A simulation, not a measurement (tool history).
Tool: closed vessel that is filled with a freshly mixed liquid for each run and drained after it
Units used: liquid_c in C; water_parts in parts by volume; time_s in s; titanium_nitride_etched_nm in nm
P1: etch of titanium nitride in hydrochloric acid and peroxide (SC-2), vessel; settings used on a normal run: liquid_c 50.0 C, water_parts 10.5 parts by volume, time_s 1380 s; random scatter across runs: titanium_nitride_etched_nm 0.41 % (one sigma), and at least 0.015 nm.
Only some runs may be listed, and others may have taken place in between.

| run | day | liquid_c | water_parts | time_s | titanium_nitride_etched_nm |
|---|---|---|---|---|---|
| 1 | 0.350 | 50.0 | 10.5 | 1380 | 21.30900 |
| 2 | 0.504 | 50.0 | 10.5 | 30 | 0.47771 |
| 3 | 0.825 | 66.0 | 10.5 | 1380 | 59.09700 |
| 4 | 1.042 | 50.0 | 10.5 | 1380 | 21.28800 |
| 5 | 1.312 | 50.0 | 18.0 | 1380 | 13.47900 |
| 6 | 1.583 | 50.0 | 10.5 | 2575 | 39.59900 |
|  | 1.758 | chemicals flow meter replaced |
| 7 | 1.867 | 37.5 | 10.5 | 1380 | 9.02330 |
| 8 | 2.196 | 58.0 | 5.0 | 1380 | 64.03700 |
| 9 | 2.533 | 50.0 | 4.0 | 1380 | 44.56700 |
| 10 | 2.867 | 50.0 | 10.5 | 1380 | 21.41000 |
|  | 3.092 | new drum of peroxide connected |
|  | 3.104 | thermometer replaced |
| 11 | 3.108 | 41.0 | 10.5 | 2085 | 17.37200 |
| 12 | 3.392 | 50.0 | 10.5 | 1380 | 21.29000 |
| 13 | 3.608 | 50.0 | 16.5 | 2020 | 21.02400 |
| 14 | 3.829 | 50.0 | 10.5 | 1380 | 21.32700 |
| 15 | 4.154 | 50.0 | 10.5 | 1380 | 21.35200 |
| 16 | 4.325 | 50.0 | 10.5 | 1380 | 20.64700 |
| 17 | 4.608 | 50.0 | 10.5 | 1380 | 19.94400 |
|  | 4.742 | new drum of peroxide connected |
| 18 | 4.775 | 50.0 | 10.5 | 1380 | 19.79400 |
| 19 | 5.129 | 50.0 | 10.5 | 1380 | 19.63700 |
| 20 | 5.392 | 50.0 | 10.5 | 1380 | 19.54900 |
| 21 | 5.658 | 50.0 | 10.5 | 1380 | 19.45200 |

P1 has crept away from where it was. The log is fitted equally well by each of these 2 causes, at the sizes shown:
A: chemicals flow below the setpoint (%) = 10.1
B: liquid colder than its thermometer reads (K) = 1.35
The onset of the drift is placed at about day 4.154.
Each remaining cause and why it is not a fit:
peroxide weaker than its label (%): serviced after onset, at day 4.742, with no recovery of the prior output

Of the 4 check runs below, each run on 2 wafers with the results averaged and each result still a question mark, which one would tell the listed causes apart?
| check 1 | 5.925 | 39.5 | 10.5 | 405 | ? |
| check 2 | 5.925 | 40.0 | 4.0 | 1380 | ? |
| check 3 | 5.925 | 38.5 | 10.5 | 205 | ? |
| check 4 | 5.925 | 50.0 | 16.5 | 2325 | ? |

What each check would give under each cause:
| check | result | if A | if B |
|---|---|---|---|
| check 1 | titanium_nitride_etched_nm | 2.77460 | 2.75700 |
| check 2 | titanium_nitride_etched_nm | 20.78100 | 20.28600 |
| check 3 | titanium_nitride_etched_nm | 1.30760 | 1.29840 |
| check 4 | titanium_nitride_etched_nm | 22.07300 | 22.18600 |
Distance between the nearest two causes, measured in the result of the check that separates them most: check 1 0.64 %; check 2 2.41 %; check 3 0.7 %; check 4 0.51 %
Only check 2 tells the causes apart: in the others they would give nearly the same result.

Then check 2 was run and gave: titanium_nitride_etched_nm 20.23800 nm. Which cause is it?

It is B: liquid colder than its thermometer reads (K).
